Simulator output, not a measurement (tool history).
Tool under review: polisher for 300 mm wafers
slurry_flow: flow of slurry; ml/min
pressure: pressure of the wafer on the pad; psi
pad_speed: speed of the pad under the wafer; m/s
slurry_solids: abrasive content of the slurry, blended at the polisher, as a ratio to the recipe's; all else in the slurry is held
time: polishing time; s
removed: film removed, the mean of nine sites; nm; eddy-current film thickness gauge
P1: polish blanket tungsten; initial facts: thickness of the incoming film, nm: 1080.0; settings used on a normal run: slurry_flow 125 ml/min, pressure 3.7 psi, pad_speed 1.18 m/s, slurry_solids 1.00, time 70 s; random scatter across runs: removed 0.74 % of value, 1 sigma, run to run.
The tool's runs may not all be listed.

| run | hour | slurry_flow | pressure | pad_speed | slurry_solids | time | wafers polished on this pad | hours since the slurry nozzle was cleaned | hours since the head pressure was calibrated | hours since the slurry blender was calibrated | hours since the slurry got fresh peroxide | removed |
|---|---|---|---|---|---|---|---|---|---|---|---|---|
| 1 | 4.0 | 125 | 3.7 | 1.18 | 1.00 | 70 | 689 | 345.7 | 837.4 | 114.0 | 39.6 | 350.19 |
| 2 | 8.1 | 125 | 2.3 | 1.18 | 1.00 | 70 | 713 | 349.8 | 841.5 | 118.1 | 43.7 | 220.06 |
|  | 8.3 | worn pad replaced by a new one |
| 3 | 13.3 | 125 | 3.7 | 1.18 | 1.00 | 34 | 29 | 355.0 | 846.7 | 123.3 | 48.9 | 172.97 |
| 4 | 15.9 | 125 | 3.7 | 1.18 | 1.00 | 99 | 44 | 357.6 | 849.3 | 125.9 | 51.5 | 500.48 |
| 5 | 19.2 | 125 | 3.7 | 0.54 | 1.00 | 70 | 64 | 360.9 | 852.6 | 129.2 | 54.8 | 161.70 |
| 6 | 22.3 | 125 | 3.7 | 1.18 | 1.40 | 70 | 82 | 364.0 | 855.7 | 132.3 | 57.9 | 383.71 |
| 7 | 26.6 | 75 | 3.7 | 1.18 | 1.00 | 70 | 107 | 368.3 | 860.0 | 136.6 | 62.2 | 310.61 |
| 8 | 29.9 | 125 | 5.9 | 1.18 | 1.00 | 70 | 127 | 371.6 | 863.3 | 139.9 | 65.5 | 560.76 |
| 9 | 32.6 | 125 | 3.7 | 1.18 | 0.65 | 70 | 142 | 374.3 | 866.0 | 142.6 | 68.2 | 319.99 |
| 10 | 38.2 | 125 | 3.7 | 1.18 | 1.00 | 70 | 175 | 379.9 | 871.6 | 148.2 | 73.8 | 358.62 |
| 11 | 40.9 | 125 | 3.7 | 1.18 | 1.00 | 70 | 191 | 382.6 | 874.3 | 150.9 | 76.5 | 348.42 |
| 12 | 44.2 | 85 | 3.7 | 1.18 | 1.00 | 99 | 211 | 385.9 | 877.6 | 154.2 | 79.8 | 451.47 |
| 13 | 47.4 | 190 | 3.7 | 1.18 | 1.00 | 70 | 229 | 389.1 | 880.8 | 157.4 | 83.0 | 377.87 |
| 14 | 51.2 | 125 | 3.7 | 1.72 | 1.00 | 70 | 252 | 392.9 | 884.6 | 161.2 | 86.8 | 516.49 |
| 15 | 55.7 | 125 | 3.7 | 1.18 | 1.00 | 70 | 278 | 397.4 | 889.1 | 165.7 | 91.3 | 350.69 |
| 16 | 59.8 | 125 | 3.7 | 1.18 | 1.00 | 70 | 302 | 401.5 | 893.2 | 169.8 | 95.4 | 356.29 |
| 17 | 63.6 | 125 | 3.7 | 1.18 | 1.00 | 70 | 324 | 405.3 | 897.0 | 173.6 | 99.2 | 342.97 |
| 18 | 69.1 | 125 | 3.7 | 1.18 | 1.00 | 70 | 357 | 410.8 | 902.5 | 179.1 | 104.7 | 329.01 |
| 19 | 72.9 | 125 | 3.7 | 1.18 | 1.00 | 70 | 379 | 414.6 | 906.3 | 182.9 | 108.5 | 328.88 |
| 20 | 75.9 | 125 | 3.7 | 1.18 | 1.00 | 70 | 397 | 417.6 | 909.3 | 185.9 | 111.5 | 325.90 |
|  | 76.9 | worn pad replaced by a new one |
| 21 | 78.6 | 125 | 3.7 | 1.18 | 1.00 | 70 | 10 | 420.3 | 912.0 | 188.6 | 114.2 | 320.98 |
|  | 83.6 | slurry blender recalibrated |
| 22 | 84.3 | 125 | 3.7 | 1.18 | 1.00 | 70 | 43 | 426.0 | 917.7 | 0.7 | 119.9 | 321.80 |
|  | 86.5 | head pressure recalibrated |
| 23 | 88.3 | 125 | 3.7 | 1.18 | 1.00 | 70 | 67 | 430.0 | 1.9 | 4.7 | 123.9 | 318.93 |
| 24 | 91.0 | 125 | 3.7 | 1.18 | 1.00 | 70 | 83 | 432.7 | 4.6 | 7.4 | 126.6 | 321.71 |
| 25 | 94.4 | 125 | 3.7 | 1.18 | 1.00 | 70 | 103 | 436.1 | 8.0 | 10.8 | 130.0 | 320.93 |
| 26 | 97.5 | 125 | 3.7 | 1.18 | 1.00 | 70 | 121 | 439.2 | 11.1 | 13.9 | 133.1 | 315.17 |

Compared with where it was, what P1 gives has crept away. Each cause listed below fits the log as well as the rest, at the size given for it:
A: peroxide lost from the slurry, % = 23.3
B: slurry flow missing at the pad, % = 34.2
The onset of the drift is placed at about hour 59.8.
Other possible causes, and why each is ruled out:
removal rate lost through wear of the pad, %: maintenance at hour 76.9, after the shift began, did not return the process to its former output
head's pressure below its setpoint, %: maintenance at hour 86.5, after the shift began, did not return the process to its former output
abrasive missing from the slurry, %: maintenance at hour 83.6, after the shift began, did not return the process to its former output

Which of the check runs below tells the causes apart, meaning the causes would give it clearly different results? Each run uses 5 wafers whose results are averaged, and each result is shown as a question mark.
| check 1 | 100.6 | 125 | 5.7 | 1.18 | 1.00 | 70 |  |  |  |  |  | ? |
| check 2 | 100.6 | 170 | 3.7 | 0.66 | 1.00 | 70 |  |  |  |  |  | ? |
| check 3 | 100.6 | 125 | 3.7 | 1.18 | 1.00 | 36 |  |  |  |  |  | ? |
| check 4 | 100.6 | 125 | 3.7 | 1.18 | 1.00 | 89 |  |  |  |  |  | ? |

What each check would give under each cause:
| check | result | if A | if B |
|---|---|---|---|
| check 1 | removed | 489.81 | 489.81 |
| check 2 | removed | 187.89 | 192.67 |
| check 3 | removed | 163.52 | 163.52 |
| check 4 | removed | 404.25 | 404.25 |
How far apart the two closest causes lie, in the result that separates them most: check 1 0 %; check 2 2.51 %; check 3 0 %; check 4 0 %
Only check 2 tells the causes apart: in the others they would give nearly the same result.

Check 2 was carried out, with these results: removed 187.82 nm. Which of the listed causes is responsible?

Of the candidate causes, it is A: peroxide lost from the slurry, %.
